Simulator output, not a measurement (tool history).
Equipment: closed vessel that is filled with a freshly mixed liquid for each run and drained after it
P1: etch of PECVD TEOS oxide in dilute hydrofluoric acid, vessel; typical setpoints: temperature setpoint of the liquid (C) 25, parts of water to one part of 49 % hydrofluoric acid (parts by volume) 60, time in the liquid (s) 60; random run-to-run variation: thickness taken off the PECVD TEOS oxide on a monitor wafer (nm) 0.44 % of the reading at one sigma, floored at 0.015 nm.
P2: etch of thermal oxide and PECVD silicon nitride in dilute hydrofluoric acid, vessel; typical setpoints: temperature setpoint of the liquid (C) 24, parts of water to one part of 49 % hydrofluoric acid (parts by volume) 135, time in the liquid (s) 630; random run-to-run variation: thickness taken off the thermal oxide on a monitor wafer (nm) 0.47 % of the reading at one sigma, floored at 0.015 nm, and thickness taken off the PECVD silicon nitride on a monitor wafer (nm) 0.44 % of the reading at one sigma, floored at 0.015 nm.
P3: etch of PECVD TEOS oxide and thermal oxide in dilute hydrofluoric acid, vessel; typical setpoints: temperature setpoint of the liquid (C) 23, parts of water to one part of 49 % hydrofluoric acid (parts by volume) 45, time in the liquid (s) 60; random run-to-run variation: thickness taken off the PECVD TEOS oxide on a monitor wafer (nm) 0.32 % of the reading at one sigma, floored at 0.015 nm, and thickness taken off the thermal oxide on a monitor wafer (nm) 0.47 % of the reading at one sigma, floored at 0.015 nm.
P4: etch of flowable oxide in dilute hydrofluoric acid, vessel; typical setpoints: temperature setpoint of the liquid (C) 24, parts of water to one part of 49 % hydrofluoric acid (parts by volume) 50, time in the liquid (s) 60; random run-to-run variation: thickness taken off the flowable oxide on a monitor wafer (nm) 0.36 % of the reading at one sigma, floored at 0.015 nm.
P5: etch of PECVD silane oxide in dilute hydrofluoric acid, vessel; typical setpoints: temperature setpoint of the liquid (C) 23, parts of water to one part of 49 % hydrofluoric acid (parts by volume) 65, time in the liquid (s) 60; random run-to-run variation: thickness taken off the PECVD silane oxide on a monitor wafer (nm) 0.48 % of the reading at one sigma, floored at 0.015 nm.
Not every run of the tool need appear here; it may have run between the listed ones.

| run | hour | process that ran | temperature setpoint of the liquid (C) | parts of water to one part of 49 % hydrofluoric acid (parts by volume) | time in the liquid (s) | thickness taken off the PECVD TEOS oxide on a monitor wafer (nm) | thickness taken off the PECVD silane oxide on a monitor wafer (nm) | thickness taken off the thermal oxide on a monitor wafer (nm) | thickness taken off the PECVD silicon nitride on a monitor wafer (nm) | thickness taken off the flowable oxide on a monitor wafer (nm) |
|---|---|---|---|---|---|---|---|---|---|---|
| 1 | 7.8 | P1 | 25 | 60 | 60 | 16.638 |  |  |  |  |
| 2 | 16.6 | P5 | 23 | 65 | 60 |  | 25.321 |  |  |  |
| 3 | 22.1 | P3 | 23 | 45 | 60 | 38.086 |  | 6.3011 |  |  |
| 4 | 30 | P2 | 24 | 135 | 1220 |  |  | 39.1 | 15.913 |  |
| 5 | 36.1 | P4 | 24 | 50 | 60 |  |  |  |  | 76.862 |
| 6 | 45.9 | P4 | 24 | 20 | 60 |  |  |  |  | 201.27 |
| 7 | 53.2 | P3 | 23 | 25 | 60 | 70.179 |  | 11.709 |  |  |
| 8 | 65.1 | P5 | 23 | 110 | 60 |  | 14.153 |  |  |  |
| 9 | 74.3 | P4 | 32 | 50 | 60 |  |  |  |  | 106.37 |
| 10 | 81.3 | P1 | 25 | 30 | 60 | 34.637 |  |  |  |  |
| 11 | 90.3 | P1 | 18.5 | 60 | 60 | 12.661 |  |  |  |  |
| 12 | 96.3 | P1 | 25 | 60 | 60 | 16.659 |  |  |  |  |
| 13 | 104 | P1 | 25 | 60 | 60 | 16.659 |  |  |  |  |
| 14 | 113.5 | P5 | 23 | 65 | 30 |  | 12.468 |  |  |  |
| 15 | 123.4 | P4 | 24 | 50 | 30 |  |  |  |  | 38.747 |
| 16 | 133.2 | P1 | 30 | 60 | 105 | 35.535 |  |  |  |  |
| 17 | 145.6 | P1 | 25 | 60 | 60 | 16.635 |  |  |  |  |
| 18 | 153 | P1 | 25 | 60 | 30 | 8.2808 |  |  |  |  |
| 19 | 161.4 | P2 | 31 | 135 | 630 |  |  | 26.366 | 12.744 |  |
| 20 | 170.4 | P1 | 25 | 60 | 105 | 28.936 |  |  |  |  |
| 21 | 178.4 | P3 | 23 | 45 | 30 | 19.036 |  | 3.1687 |  |  |
| 22 | 183.9 | P3 | 29 | 45 | 60 | 48.519 |  | 8.0736 |  |  |

Run 23 is up next; what results do you expect?
| 23 | 194.3 | P2 | 24 | 30 | 630 |  |  | ? | ? |  |

thickness taken off the thermal oxide on a monitor wafer (nm): 104.22
thickness taken off the PECVD silicon nitride on a monitor wafer (nm): 36.011

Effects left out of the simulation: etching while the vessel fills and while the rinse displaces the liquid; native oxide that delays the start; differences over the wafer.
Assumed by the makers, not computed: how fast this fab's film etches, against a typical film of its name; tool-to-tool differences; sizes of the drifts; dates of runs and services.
